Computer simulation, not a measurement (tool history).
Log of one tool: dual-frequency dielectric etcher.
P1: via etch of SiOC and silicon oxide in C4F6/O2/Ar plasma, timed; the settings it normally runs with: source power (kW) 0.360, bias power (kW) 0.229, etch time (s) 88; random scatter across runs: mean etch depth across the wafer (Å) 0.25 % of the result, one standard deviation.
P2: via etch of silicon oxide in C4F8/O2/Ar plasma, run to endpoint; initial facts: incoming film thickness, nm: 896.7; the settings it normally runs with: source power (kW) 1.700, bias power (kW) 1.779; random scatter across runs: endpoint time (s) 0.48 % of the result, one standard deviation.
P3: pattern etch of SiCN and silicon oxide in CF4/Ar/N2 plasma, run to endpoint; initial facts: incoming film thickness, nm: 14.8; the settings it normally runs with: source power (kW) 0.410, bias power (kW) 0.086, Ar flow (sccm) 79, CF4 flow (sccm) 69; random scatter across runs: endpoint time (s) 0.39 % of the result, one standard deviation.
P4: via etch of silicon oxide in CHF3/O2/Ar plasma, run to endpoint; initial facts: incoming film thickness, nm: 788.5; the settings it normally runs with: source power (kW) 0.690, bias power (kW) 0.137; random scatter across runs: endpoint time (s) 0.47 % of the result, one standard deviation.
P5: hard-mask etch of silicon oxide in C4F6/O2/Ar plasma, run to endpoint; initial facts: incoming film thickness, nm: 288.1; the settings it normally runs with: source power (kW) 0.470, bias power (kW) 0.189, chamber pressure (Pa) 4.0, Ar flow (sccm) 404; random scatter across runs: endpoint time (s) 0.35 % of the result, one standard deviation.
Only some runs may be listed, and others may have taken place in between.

run   hour  process that ran  source power (kW)  bias power (kW)  etch time (s)  Ar flow (sccm)  CF4 flow (sccm)  chamber pressure (Pa)  hours since the last wet clean  hours since the last source power generator calibration  hours since the last bias power generator calibration  mean etch depth across the wafer (Å)  endpoint time (s)
  1    5.9                P1              0.360            0.229             88                                                                                   193.6                                                    286.1                                                 1839.0                               1018.70
  2   17.7                P1              0.230            0.229             88                                                                                   205.4                                                    297.9                                                 1850.8                                857.15
  3   30.1                P2              1.700            1.779                                                                                                  217.8                                                    310.3                                                 1863.2                                                  192.820
  4   42.8                P3              0.410            0.086                             79               89                                                  230.5                                                    323.0                                                 1875.9                                                   16.046
  5   52.6                P5              0.470            0.189                            404                                     4.0                           240.3                                                    332.8                                                 1885.7                                                   89.499
  6   65.2                P1              0.360            0.229             88                                                                                   252.9                                                    345.4                                                 1898.3                               1020.10
  7   75.3                P5              0.270            0.189                            404                                     4.0                           263.0                                                    355.5                                                 1908.4                                                  109.250
  8   85.3                P5              0.470            0.258                            404                                     4.0                           273.0                                                    365.5                                                 1918.4                                                   80.746
  9   95.1                P1              0.360            0.229             88                                                                                   282.8                                                    375.3                                                 1928.2                               1023.10
 10  107.0                P4              0.690            0.137                                                                                                  294.7                                                    387.2                                                 1940.1                                                  420.590
 11  115.2                P1              0.360            0.229             88                                                                                   302.9                                                    395.4                                                 1948.3                               1023.30
 12  125.7                P3              0.410            0.058                             79               69                                                  313.4                                                    405.9                                                 1958.8                                                   18.754
 13  134.8                P1              0.360            0.229             88                                                                                   322.5                                                    415.0                                                 1967.9                               1024.90
 14  145.2                P1              0.500            0.229             88                                                                                   332.9                                                    425.4                                                 1978.3                               1156.40
 15  152.5                P2              2.340            1.779                                                                                                  340.2                                                    432.7                                                 1985.6                                                  170.430
 16  160.8                P1              0.360            0.318             49                                                                                   348.5                                                    441.0                                                 1993.9                                638.18
 17  168.6                P1              0.360            0.229             63                                                                                   356.3                                                    448.8                                                 2001.7                                734.12
 18  178.8                P4              0.480            0.137                                                                                                  366.5                                                    459.0                                                 2011.9                                                  484.900
 19  186.1                P3              0.410            0.086                             57               69                                                  373.8                                                    466.3                                                 2019.2                                                   15.889
 20  194.2                P3              0.550            0.086                             79               69                                                  381.9                                                    474.4                                                 2027.3                                                   12.816
 21  206.7                P5              0.470            0.189                            286                                     4.0                           394.4                                                    486.9                                                 2039.8                                                   85.572
 22  215.7                P4              0.690            0.176                                                                                                  403.4                                                    495.9                                                 2048.8                                                  386.760
 23  224.3                P5              0.470            0.189                            404                                     4.0                           412.0                                                    504.5                                                 2057.4                                                   88.768
 24  235.8                P2              1.700            1.151                                                                                                  423.5                                                    516.0                                                 2068.9                                                  218.410
 25  242.5                P1              0.360            0.229            121                                                                                   430.2                                                    522.7                                                 2075.6                               1402.30
 26  253.3                P3              0.410            0.086                             79               69                                                  441.0                                                    533.5                                                 2086.4                                                   16.491
 27  266.6                P1              0.360            0.273             88                                                                                   454.3                                                    546.8                                                 2099.7                               1086.80
 28  274.8                P5              0.470            0.189                            404                                     4.8                           462.5                                                    555.0                                                 2107.9                                                   90.414
 29  282.6                P3              0.410            0.086                             79               69                                                  470.3                                                    562.8                                                 2115.7                                                   16.481
 30  293.8                P1              0.360            0.141             88                                                                                   481.5                                                    574.0                                                 2126.9                                872.29
 31  299.7                P1              0.360            0.229             88                                                                                   487.4                                                    579.9                                                 2132.8                               1020.20
 32  309.6                P1              0.360            0.229             88                                                                                   497.3                                                    589.8                                                 2142.7                               1013.00
 33  318.3                P1              0.360            0.229             88                                                                                   506.0                                                    598.5                                                 2151.4                               1013.20
 34  326.9                P1              0.360            0.229             88                                                                                   514.6                                                    607.1                                                 2160.0                               1014.50
     333.9  -- wet clean of the chamber
 35  336.3                P1              0.360            0.229             88                                                                                     2.4                                                    616.5                                                 2169.4                               1012.00
 36  347.9                P1              0.360            0.229             88                                                                                    14.0                                                    628.1                                                 2181.0                               1004.10
 37  360.6                P1              0.360            0.229             88                                                                                    26.7                                                    640.8                                                 2193.7                               1007.70
 38  369.3                P1              0.360            0.229             88                                                                                    35.4                                                    649.5                                                 2202.4                               1005.60
 39  380.6                P1              0.360            0.229             88                                                                                    46.7                                                    660.8                                                 2213.7                               1006.40
 40  389.0                P1              0.360            0.229             88                                                                                    55.1                                                    669.2                                                 2222.1                               1006.90

The log shows P1 creeping away from where it was. Any of the 2 causes listed here, at the size stated for it, fits the log just as well as the others:
A: source power that arrives under what is set, % = 4.01
B: bias power that arrives under what is set, % = 4.51
Creep in the process output first set in at about hour 299.7.
Each remaining cause and why it is not a fit:
chamber walls in a state that lowers the etch rate, %: serviced at hour 333.9, after the change had begun; the process did not return to its earlier output

Below are 4 check runs, each averaged over 2 wafers, with their results shown as question marks. Which of them would give clearly different results depending on which cause is behind the drift?
check 1  397.4                P4              0.520            0.137                                                                                                                                                                                                                                                                               ?
check 2  397.4                P2              2.260            1.167                                                                                                                                                                                                                                                                               ?
check 3  397.4                P3              0.500            0.086                             79               79                                                                                                                                                                                                                               ?
check 4  397.4                P5              0.300            0.226                            404                                     4.0                                                                                                                                                                                                        ?

What every check run would give for each of its results, assuming each possible cause in turn:
  check             result     if A     if B
check 1  endpoint time (s)  474.610  474.080
check 2  endpoint time (s)  195.730  194.650
check 3  endpoint time (s)   14.105   13.812
check 4  endpoint time (s)  101.130  101.120
Separation of the two closest causes in each check, using whichever result separates them best: check 1 0.11 %; check 2 0.55 %; check 3 2.1 %; check 4 0.01 %
Of the check runs offered, only check 3 discriminates between the causes; the rest would read about the same regardless of which cause applies.

With check 3 done, the readings were: endpoint time (s) 14.098. Identify which of the listed causes applies.

The cause is A: source power that arrives under what is set, %.
